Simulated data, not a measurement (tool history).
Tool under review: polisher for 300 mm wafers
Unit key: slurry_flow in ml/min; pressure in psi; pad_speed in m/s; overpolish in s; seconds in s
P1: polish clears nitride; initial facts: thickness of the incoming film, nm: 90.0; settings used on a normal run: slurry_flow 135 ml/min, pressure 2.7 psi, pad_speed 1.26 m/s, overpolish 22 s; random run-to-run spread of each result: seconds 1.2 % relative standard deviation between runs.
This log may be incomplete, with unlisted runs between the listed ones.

run,day,slurry_flow,pressure,pad_speed,overpolish,seconds
1,0.283,135,2.7,1.26,22,68.066
2,0.646,80,2.7,1.26,22,76.766
3,0.967,175,2.7,1.92,22,42.206
4,1.196,135,3.5,1.26,22,51.7
5,1.496,90,2.7,0.98,22,96.766
6,1.725,135,2.7,1.26,22,67.791
7,2.129,135,2.7,1.26,22,66.634
8,2.546,135,2.7,1.26,42,68.516
# day 2.812: slurry nozzle cleaned
9,2.992,135,2.7,1.26,7,67.248
10,3.229,135,2.7,1.94,22,44.362
11,3.538,200,2.7,1.26,22,64.47
12,3.883,85,1.8,1.26,22,113
13,4.312,135,2.7,0.76,22,111.45
14,4.692,135,2.7,1.26,22,67.44
15,5.021,135,2.7,1.26,22,67.402
16,5.296,135,1.3,1.26,22,141.96
17,5.583,135,2.7,1.26,22,66.108
18,5.967,135,2.7,1.26,22,68.272
19,6.292,135,2.7,1.26,22,69.856
20,6.65,135,2.7,1.26,22,71.003
21,6.888,135,2.7,1.26,22,69.628
22,7.129,135,2.7,1.26,22,73.966
23,7.575,135,2.7,1.26,22,71.795
24,7.942,135,2.7,1.26,22,71.921
# day 8.112: head pressure recalibrated
25,8.383,135,2.7,1.26,22,72.063

Run 26 has not been measured yet. What should we expect?
26,8.629,135,2.7,1.26,22,?

Run 26 gave seconds 72.649 s.

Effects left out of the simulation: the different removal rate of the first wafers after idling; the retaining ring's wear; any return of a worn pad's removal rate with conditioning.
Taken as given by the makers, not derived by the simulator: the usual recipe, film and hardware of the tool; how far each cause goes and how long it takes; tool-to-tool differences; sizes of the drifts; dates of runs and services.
